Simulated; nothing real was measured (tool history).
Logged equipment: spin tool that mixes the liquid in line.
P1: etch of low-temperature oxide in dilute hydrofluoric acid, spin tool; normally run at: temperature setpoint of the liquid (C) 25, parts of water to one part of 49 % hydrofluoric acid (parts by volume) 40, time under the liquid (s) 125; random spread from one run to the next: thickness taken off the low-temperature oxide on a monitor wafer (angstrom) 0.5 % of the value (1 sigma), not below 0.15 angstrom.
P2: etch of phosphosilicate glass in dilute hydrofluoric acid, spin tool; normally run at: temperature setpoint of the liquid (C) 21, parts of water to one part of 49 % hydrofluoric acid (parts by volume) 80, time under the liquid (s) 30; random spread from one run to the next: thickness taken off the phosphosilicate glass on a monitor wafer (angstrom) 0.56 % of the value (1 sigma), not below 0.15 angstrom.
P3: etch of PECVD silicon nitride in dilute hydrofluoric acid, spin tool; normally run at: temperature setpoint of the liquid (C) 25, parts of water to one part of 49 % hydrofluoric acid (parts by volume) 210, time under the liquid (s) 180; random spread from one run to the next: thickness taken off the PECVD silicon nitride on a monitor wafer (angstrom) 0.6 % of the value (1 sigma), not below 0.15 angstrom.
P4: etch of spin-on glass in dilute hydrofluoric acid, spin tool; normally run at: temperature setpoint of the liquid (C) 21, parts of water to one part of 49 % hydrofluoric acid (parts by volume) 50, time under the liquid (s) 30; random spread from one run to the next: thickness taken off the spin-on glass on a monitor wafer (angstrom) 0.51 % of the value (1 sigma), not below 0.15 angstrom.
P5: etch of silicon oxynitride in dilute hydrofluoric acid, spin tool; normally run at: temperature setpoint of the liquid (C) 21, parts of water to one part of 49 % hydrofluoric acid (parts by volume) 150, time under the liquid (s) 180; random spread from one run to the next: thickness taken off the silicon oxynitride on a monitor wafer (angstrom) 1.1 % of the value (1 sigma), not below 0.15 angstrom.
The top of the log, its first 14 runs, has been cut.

run	day	process that ran	temperature setpoint of the liquid (C)	parts of water to one part of 49 % hydrofluoric acid (parts by volume)	time under the liquid (s)	hours since the thermometer was replaced	hours since the hydrofluoric acid flow meter was replaced	thickness taken off the low-temperature oxide on a monitor wafer (angstrom)	thickness taken off the spin-on glass on a monitor wafer (angstrom)	thickness taken off the phosphosilicate glass on a monitor wafer (angstrom)	thickness taken off the silicon oxynitride on a monitor wafer (angstrom)	thickness taken off the PECVD silicon nitride on a monitor wafer (angstrom)
15	5.179	P1	31.5	40	125	271.5	1171.5	596.8				
16	5.479	P5	21	150	180	278.7	1178.7				20.902	
17	5.958	P2	21	125	30	290.2	1190.2			405.35		
18	6.204	P1	25	40	125	296.1	1196.1	457.24				
19	6.55	P1	25	40	50	304.4	1204.4	183.94				
20	6.958	P1	19	40	125	314.2	1214.2	358.26				
21	7.45	P2	21	80	30	326	1226			665.26		
22	7.908	P4	21	70	30	337	1237		122.1			
23	8.283	P5	21	150	180	346	1246				21.08	
24	8.696	P3	25	210	315	355.9	1255.9					68.588
25	9.217	P3	25	210	180	368.4	1268.4					39.309
26	9.75	P1	25	20	125	381.2	1281.2	944.66				

Expected results for the next run?
27	10.242	P1	30	40	15	393	1293	?				

For run 27 the tool returned thickness taken off the low-temperature oxide on a monitor wafer (angstrom) 67.003.
